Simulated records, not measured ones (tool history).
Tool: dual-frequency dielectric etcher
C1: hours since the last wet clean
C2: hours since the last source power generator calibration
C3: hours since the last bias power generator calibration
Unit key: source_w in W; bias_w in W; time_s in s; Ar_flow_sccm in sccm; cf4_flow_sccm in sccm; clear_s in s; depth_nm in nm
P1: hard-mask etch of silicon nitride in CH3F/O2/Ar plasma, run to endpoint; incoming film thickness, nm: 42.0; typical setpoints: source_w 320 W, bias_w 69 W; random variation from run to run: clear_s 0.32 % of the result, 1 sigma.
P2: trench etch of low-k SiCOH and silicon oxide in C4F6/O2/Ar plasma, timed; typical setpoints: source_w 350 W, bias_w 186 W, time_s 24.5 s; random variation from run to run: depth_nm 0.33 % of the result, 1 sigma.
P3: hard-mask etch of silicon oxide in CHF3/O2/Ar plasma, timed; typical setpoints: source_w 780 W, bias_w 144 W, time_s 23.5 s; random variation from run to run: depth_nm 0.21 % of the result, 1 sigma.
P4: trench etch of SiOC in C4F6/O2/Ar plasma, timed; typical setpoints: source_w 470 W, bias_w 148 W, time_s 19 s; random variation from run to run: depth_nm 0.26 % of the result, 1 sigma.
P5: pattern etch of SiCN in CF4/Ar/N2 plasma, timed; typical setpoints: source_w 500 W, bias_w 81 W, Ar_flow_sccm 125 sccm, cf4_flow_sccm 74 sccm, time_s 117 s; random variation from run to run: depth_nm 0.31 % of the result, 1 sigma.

run 1 hour=7.2 | process=P1 source_w=320 bias_w=69 | C1=289 C2=783.1 C3=683.5 | clear_s=67.642
run 2 hour=15.9 | process=P1 source_w=320 bias_w=69 | C1=297.7 C2=791.8 C3=692.2 | clear_s=67.57
run 3 hour=23.2 | process=P3 source_w=780 bias_w=91 time_s=23.5 | C1=305 C2=799.1 C3=699.5 | depth_nm=42.231
run 4 hour=31.5 | process=P1 source_w=430 bias_w=48 | C1=313.3 C2=807.4 C3=707.8 | clear_s=67.709
run 5 hour=36.6 | process=P1 source_w=250 bias_w=69 | C1=318.4 C2=812.5 C3=712.9 | clear_s=74.689
run 6 hour=44.9 | process=P3 source_w=780 bias_w=144 time_s=23.5 | C1=326.7 C2=820.8 C3=721.2 | depth_nm=48.292
run 7 hour=52.6 | process=P3 source_w=780 bias_w=144 time_s=14 | C1=334.4 C2=828.5 C3=728.9 | depth_nm=28.827
run 8 hour=62.1 | process=P1 source_w=220 bias_w=93 | C1=343.9 C2=838 C3=738.4 | clear_s=70.475
run 9 hour=70 | process=P2 source_w=350 bias_w=186 time_s=24.5 | C1=351.8 C2=845.9 C3=746.3 | depth_nm=73.341
run 10 hour=76.5 | process=P1 source_w=320 bias_w=44 | C1=358.3 C2=852.4 C3=752.8 | clear_s=78.551
run 11 hour=81.6 | process=P5 source_w=500 bias_w=81 time_s=117 Ar_flow_sccm=157 cf4_flow_sccm=74 | C1=363.4 C2=857.5 C3=757.9 | depth_nm=110.19
run 12 hour=90.8 | process=P2 source_w=350 bias_w=186 time_s=13.5 | C1=372.6 C2=866.7 C3=767.1 | depth_nm=40.679
run 13 hour=99.8 | process=P5 source_w=500 bias_w=100 time_s=117 Ar_flow_sccm=125 cf4_flow_sccm=74 | C1=381.6 C2=875.7 C3=776.1 | depth_nm=123.78
run 14 hour=104.2 | process=P4 source_w=620 bias_w=148 time_s=19 | C1=386 C2=880.1 C3=780.5 | depth_nm=44.142
run 15 hour=108.6 | process=P4 source_w=470 bias_w=94 time_s=19 | C1=390.4 C2=884.5 C3=784.9 | depth_nm=34.72
run 16 hour=117.1 | process=P2 source_w=350 bias_w=224 time_s=24.5 | C1=398.9 C2=893 C3=793.4 | depth_nm=78.058
run 17 hour=123.1 | process=P1 source_w=320 bias_w=69 | C1=404.9 C2=899 C3=799.4 | clear_s=67.957
run 18 hour=131.7 | process=P1 source_w=320 bias_w=69 | C1=413.5 C2=907.6 C3=808 | clear_s=67.784
run 19 hour=137.7 | process=P1 source_w=320 bias_w=83 | C1=419.5 C2=913.6 C3=814 | clear_s=62.981
run 20 hour=146.6 | process=P2 source_w=210 bias_w=186 time_s=24.5 | C1=428.4 C2=922.5 C3=822.9 | depth_nm=60.017
run 21 hour=151.6 | process=P5 source_w=500 bias_w=81 time_s=117 Ar_flow_sccm=125 cf4_flow_sccm=74 | C1=433.4 C2=927.5 C3=827.9 | depth_nm=113.56
run 22 hour=157.2 | process=P3 source_w=780 bias_w=144 time_s=23.5 | C1=439 C2=933.1 C3=833.5 | depth_nm=48.535
run 23 hour=163.7 | process=P4 source_w=470 bias_w=148 time_s=27.5 | C1=445.5 C2=939.6 C3=840 | depth_nm=57.402
run 24 hour=168 | process=P5 source_w=390 bias_w=81 time_s=117 Ar_flow_sccm=125 cf4_flow_sccm=74 | C1=449.8 C2=943.9 C3=844.3 | depth_nm=91.937
run 25 hour=174.4 | process=P5 source_w=500 bias_w=81 time_s=79.5 Ar_flow_sccm=125 cf4_flow_sccm=74 | C1=456.2 C2=950.3 C3=850.7 | depth_nm=77.594
run 26 hour=181.9 | process=P5 source_w=500 bias_w=81 time_s=117 Ar_flow_sccm=125 cf4_flow_sccm=101 | C1=463.7 C2=957.8 C3=858.2 | depth_nm=119.27
run 27 hour=187 | process=P1 source_w=320 bias_w=69 | C1=468.8 C2=962.9 C3=863.3 | clear_s=67.621
run 28 hour=194.4 | process=P3 source_w=980 bias_w=144 time_s=23.5 | C1=476.2 C2=970.3 C3=870.7 | depth_nm=52.627
run 29 hour=200.8 | process=P4 source_w=470 bias_w=148 time_s=19 | C1=482.6 C2=976.7 C3=877.1 | depth_nm=39.465
run 30 hour=208.7 | process=P1 source_w=450 bias_w=69 | C1=490.5 C2=984.6 C3=885 | clear_s=59.18
run 31 hour=214.2 | process=P1 source_w=320 bias_w=69 | C1=496 C2=990.1 C3=890.5 | clear_s=67.726
run 32 hour=218.6 | process=P1 source_w=320 bias_w=69 | C1=500.4 C2=994.5 C3=894.9 | clear_s=67.119
run 33 hour=227.8 | process=P1 source_w=320 bias_w=69 | C1=509.6 C2=1003.7 C3=904.1 | clear_s=67.043
run 34 hour=237.7 | process=P1 source_w=320 bias_w=69 | C1=519.5 C2=1013.6 C3=914 | clear_s=67.095
run 35 hour=243.5 | process=P1 source_w=320 bias_w=69 | C1=525.3 C2=1019.4 C3=919.8 | clear_s=66.916
run 36 hour=248.3 | process=P1 source_w=320 bias_w=69 | C1=530.1 C2=1024.2 C3=924.6 | clear_s=66.842
run 37 hour=254.1 | process=P1 source_w=320 bias_w=69 | C1=535.9 C2=1030 C3=930.4 | clear_s=66.616
-- hour=255.5 wet clean of the chamber
run 38 hour=260.2 | process=P1 source_w=320 bias_w=69 | C1=4.7 C2=1036.1 C3=936.5 | clear_s=66.539
run 39 hour=265 | process=P1 source_w=320 bias_w=69 | C1=9.5 C2=1040.9 C3=941.3 | clear_s=66.613

What will run 40 give?
run 40 hour=274 | process=P1 source_w=320 bias_w=69 | C1=18.5 C2=1049.9 C3=950.3 | clear_s=?

Run 40 produced clear_s 66.767 s.
